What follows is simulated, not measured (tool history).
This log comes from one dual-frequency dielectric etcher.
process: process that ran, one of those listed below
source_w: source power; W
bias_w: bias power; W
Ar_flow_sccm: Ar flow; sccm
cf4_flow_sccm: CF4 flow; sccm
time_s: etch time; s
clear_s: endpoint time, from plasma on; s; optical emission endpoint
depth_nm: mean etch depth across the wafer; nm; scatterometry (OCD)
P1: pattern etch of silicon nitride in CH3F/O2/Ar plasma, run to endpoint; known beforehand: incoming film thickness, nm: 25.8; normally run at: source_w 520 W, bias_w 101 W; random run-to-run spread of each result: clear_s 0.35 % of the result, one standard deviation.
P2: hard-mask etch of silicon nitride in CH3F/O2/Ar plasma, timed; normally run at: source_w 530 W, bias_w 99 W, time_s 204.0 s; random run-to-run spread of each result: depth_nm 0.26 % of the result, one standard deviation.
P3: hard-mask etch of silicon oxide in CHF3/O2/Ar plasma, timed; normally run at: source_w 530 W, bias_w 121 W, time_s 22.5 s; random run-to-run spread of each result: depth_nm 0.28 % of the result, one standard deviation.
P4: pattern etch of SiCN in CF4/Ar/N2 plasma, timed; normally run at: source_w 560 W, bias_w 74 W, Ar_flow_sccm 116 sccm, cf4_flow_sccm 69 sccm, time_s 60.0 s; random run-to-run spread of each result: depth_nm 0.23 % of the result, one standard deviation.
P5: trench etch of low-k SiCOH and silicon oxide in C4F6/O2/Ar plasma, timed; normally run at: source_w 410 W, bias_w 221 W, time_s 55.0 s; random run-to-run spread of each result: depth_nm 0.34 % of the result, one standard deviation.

| run | day | process | source_w | bias_w | Ar_flow_sccm | cf4_flow_sccm | time_s | hours since the last wet clean | hours since the last source power generator calibration | hours since the last bias power generator calibration | clear_s | depth_nm |
|---|---|---|---|---|---|---|---|---|---|---|---|---|
| 1 | 0.579 | P1 | 520 | 101 |  |  |  | 248.1 | 2396.8 | 588.5 | 30.271 |  |
| 2 | 1.071 | P4 | 560 | 74 | 164 | 69 | 60.0 | 259.9 | 2408.6 | 600.3 |  | 58.820 |
| 3 | 1.392 | P5 | 510 | 221 |  |  | 55.0 | 267.6 | 2416.3 | 608.0 |  | 212.800 |
|  | 1.483 | source power generator calibrated |
| 4 | 1.962 | P1 | 520 | 101 |  |  |  | 281.3 | 11.5 | 621.7 | 30.261 |  |
| 5 | 2.229 | P1 | 660 | 101 |  |  |  | 287.7 | 17.9 | 628.1 | 27.525 |  |
| 6 | 2.667 | P5 | 410 | 143 |  |  | 55.0 | 298.2 | 28.4 | 638.6 |  | 170.680 |
| 7 | 2.979 | P3 | 530 | 121 |  |  | 32.0 | 305.7 | 35.9 | 646.1 |  | 52.805 |
| 8 | 3.329 | P5 | 410 | 221 |  |  | 36.0 | 314.1 | 44.3 | 654.5 |  | 128.010 |
| 9 | 3.908 | P1 | 310 | 101 |  |  |  | 328.0 | 58.2 | 668.4 | 36.469 |  |
| 10 | 4.292 | P4 | 560 | 74 | 116 | 69 | 84.0 | 337.2 | 67.4 | 677.6 |  | 87.867 |
| 11 | 4.567 | P4 | 560 | 103 | 116 | 69 | 60.0 | 343.8 | 74.0 | 684.2 |  | 70.352 |
| 12 | 4.858 | P3 | 530 | 121 |  |  | 22.5 | 350.8 | 81.0 | 691.2 |  | 37.051 |
| 13 | 5.258 | P2 | 360 | 99 |  |  | 204.0 | 360.4 | 90.6 | 700.8 |  | 153.160 |
| 14 | 5.512 | P2 | 530 | 99 |  |  | 204.0 | 366.5 | 96.7 | 706.9 |  | 176.240 |
| 15 | 6.062 | P1 | 390 | 81 |  |  |  | 379.7 | 109.9 | 720.1 | 36.257 |  |
| 16 | 6.533 | P4 | 780 | 74 | 116 | 69 | 60.0 | 391.0 | 121.2 | 731.4 |  | 83.880 |
| 17 | 6.812 | P1 | 520 | 101 |  |  |  | 397.7 | 127.9 | 738.1 | 30.079 |  |
| 18 | 7.108 | P5 | 410 | 221 |  |  | 55.0 | 404.8 | 135.0 | 745.2 |  | 196.080 |
| 19 | 7.525 | P4 | 560 | 74 | 116 | 69 | 60.0 | 414.8 | 145.0 | 755.2 |  | 62.574 |
| 20 | 7.996 | P4 | 560 | 74 | 116 | 56 | 60.0 | 426.1 | 156.3 | 766.5 |  | 60.448 |
| 21 | 8.517 | P2 | 530 | 99 |  |  | 144.0 | 438.6 | 168.8 | 779.0 |  | 124.920 |
| 22 | 8.767 | P1 | 520 | 65 |  |  |  | 444.6 | 174.8 | 785.0 | 35.022 |  |
| 23 | 9.292 | P2 | 530 | 59 |  |  | 204.0 | 457.2 | 187.4 | 797.6 |  | 148.220 |
| 24 | 9.621 | P3 | 530 | 165 |  |  | 22.5 | 465.1 | 195.3 | 805.5 |  | 41.037 |
| 25 | 10.008 | P1 | 520 | 101 |  |  |  | 474.4 | 204.6 | 814.8 | 30.249 |  |
| 26 | 10.304 | P1 | 520 | 101 |  |  |  | 481.5 | 211.7 | 821.9 | 30.171 |  |
| 27 | 10.717 | P1 | 520 | 132 |  |  |  | 491.4 | 221.6 | 831.8 | 27.471 |  |

For run 28, what comes out?
| 28 | 11.133 | P2 | 530 | 99 |  |  | 204.0 | 501.4 | 231.6 | 841.8 |  | ? |

Run 28 measured depth_nm 175.900 nm.
